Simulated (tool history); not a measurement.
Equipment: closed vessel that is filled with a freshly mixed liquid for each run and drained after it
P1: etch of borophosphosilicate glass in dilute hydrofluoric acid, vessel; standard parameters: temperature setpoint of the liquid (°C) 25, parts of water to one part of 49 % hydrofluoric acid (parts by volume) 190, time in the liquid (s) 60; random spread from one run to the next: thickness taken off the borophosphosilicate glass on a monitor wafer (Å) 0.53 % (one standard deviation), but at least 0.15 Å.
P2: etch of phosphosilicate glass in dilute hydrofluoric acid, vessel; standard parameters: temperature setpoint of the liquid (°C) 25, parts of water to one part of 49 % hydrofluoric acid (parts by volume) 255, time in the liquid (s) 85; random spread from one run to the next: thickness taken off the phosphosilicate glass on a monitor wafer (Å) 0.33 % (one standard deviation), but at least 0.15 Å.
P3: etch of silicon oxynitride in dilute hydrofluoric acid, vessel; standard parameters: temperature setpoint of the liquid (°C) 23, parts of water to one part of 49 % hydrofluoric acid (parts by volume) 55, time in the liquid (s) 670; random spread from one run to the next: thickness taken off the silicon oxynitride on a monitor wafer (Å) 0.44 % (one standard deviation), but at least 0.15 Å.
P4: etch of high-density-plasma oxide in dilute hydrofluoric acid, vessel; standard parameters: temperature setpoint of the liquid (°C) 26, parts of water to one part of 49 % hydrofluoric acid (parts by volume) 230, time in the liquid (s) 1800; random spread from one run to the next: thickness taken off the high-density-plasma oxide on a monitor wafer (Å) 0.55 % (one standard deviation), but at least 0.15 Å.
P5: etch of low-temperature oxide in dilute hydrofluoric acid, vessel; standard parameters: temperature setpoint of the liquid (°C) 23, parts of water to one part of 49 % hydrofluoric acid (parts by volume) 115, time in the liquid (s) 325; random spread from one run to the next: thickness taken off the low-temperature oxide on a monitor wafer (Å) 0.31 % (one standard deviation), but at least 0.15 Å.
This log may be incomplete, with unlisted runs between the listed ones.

run	hour	process that ran	temperature setpoint of the liquid (°C)	parts of water to one part of 49 % hydrofluoric acid (parts by volume)	time in the liquid (s)	hours since the thermometer was replaced	hours since the hydrofluoric acid flow meter was replaced	thickness taken off the borophosphosilicate glass on a monitor wafer (Å)	thickness taken off the silicon oxynitride on a monitor wafer (Å)	thickness taken off the phosphosilicate glass on a monitor wafer (Å)	thickness taken off the low-temperature oxide on a monitor wafer (Å)	thickness taken off the high-density-plasma oxide on a monitor wafer (Å)
1	11.8	P1	25	190	60	581.8	1343.2	106.49				
2	22	P1	25	110	60	592	1353.4	202.71				
3	30.3	P1	25	190	105	600.3	1361.7	187.94				
4	42.3	P3	23	55	670	612.3	1373.7		187.1			
5	55.2	P2	25	465	85	625.2	1386.6			182.25		
6	64.6	P5	23	115	325	634.6	1396				380.59	
7	77.8	P2	17	255	85	647.8	1409.2			300.06		
8	87.2	P1	25	330	110	657.2	1418.6	97.66				
9	94.9	P5	23	115	60	664.9	1426.3				70.835	
10	105.4	P3	17	55	670	675.4	1436.8		138.32			
11	115.9	P1	25	190	60	685.9	1447.3	106.86				
12	128.7	P5	31	115	325	698.7	1460.1				516.69	
13	141.7	P5	23	190	325	711.7	1473.1				214.31	
14	150.8	P4	30	230	1800	720.8	1482.2					424.71
15	159.2	P1	25	190	60	729.2	1490.6	106.83				
16	172.2	P1	25	190	60	742.2	1503.6	107.58				
17	184	P3	23	30	670	754	1515.4		346.67			
18	195	P1	18	190	60	765	1526.4	82.121				
19	206.9	P2	25	255	85	776.9	1538.3			400.68		
20	213.1	P4	26	70	1800	783.1	1544.5					1483.4
21	219.8	P3	23	55	1085	789.8	1551.2		302.32			
22	225.8	P2	25	255	85	795.8	1557.2			402.9		
23	237.8	P1	25	345	60	807.8	1569.2	50.072				
24	249.9	P1	25	190	35	819.9	1581.3	62.636				
25	262.4	P4	26	230	2645	832.4	1593.8					543.4
26	270.4	P1	33.5	190	60	840.4	1601.8	144.73				
27	279.3	P2	25	255	30	849.3	1610.7			142.95		
28	287.5	P4	26	230	1800	857.5	1618.9					370.38
29	294.3	P1	25	190	60	864.3	1625.7	106.74				
30	302.9	P1	25	190	60	872.9	1634.3	104.78				
31	310.3	P1	25	190	60	880.3	1641.7	102.58				
32	318.7	P1	25	190	60	888.7	1650.1	101.19				
33	326.5	P1	25	190	60	896.5	1657.9	100.4				
34	333.1	P1	25	190	60	903.1	1664.5	99.831				
35	344.3	P1	25	190	60	914.3	1675.7	99.338				
36	357	P1	25	190	60	927	1688.4	99.78				
37	365.8	P1	25	190	60	935.8	1697.2	98.931				
38	375.4	P1	25	190	60	945.4	1706.8	98.766				

Something has made what P1 gives creep away from where it was; the 2 causes below, each at its own stated size, fit the log equally well:
A: hydrofluoric acid flow below the setpoint (%) = 6.33
B: liquid colder than its thermometer reads (K) = 2.14
At approximately hour 294.3, the process output began to creep.

4 check runs are offered, one wafer each, their results left as question marks. Which one tells the causes apart?
check 1	385	P5	30	115	145						?	
check 2	385	P4	30	230	1800							?
check 3	385	P3	17	55	945				?			
check 4	385	P2	17.5	255	30					?		

Check results expected under each cause:
check	result	if A	if B
check 1	thickness taken off the low-temperature oxide on a monitor wafer (Å)	207.46	206.64
check 2	thickness taken off the high-density-plasma oxide on a monitor wafer (Å)	391.17	395.25
check 3	thickness taken off the silicon oxynitride on a monitor wafer (Å)	182.37	174.69
check 4	thickness taken off the phosphosilicate glass on a monitor wafer (Å)	99.732	99.426
Gap, in per cent, between the two causes that each check separates least, read from the result that separates them most: check 1 0.4 %; check 2 1.04 %; check 3 4.3 %; check 4 0.31 %
Check 3 distinguishes between the causes, while the remaining checks would return nearly the same result for all of them.

Running check 3 produced the following: thickness taken off the silicon oxynitride on a monitor wafer (Å) 183.23. Which one of the listed causes fits?

A is the cause: hydrofluoric acid flow below the setpoint (%).
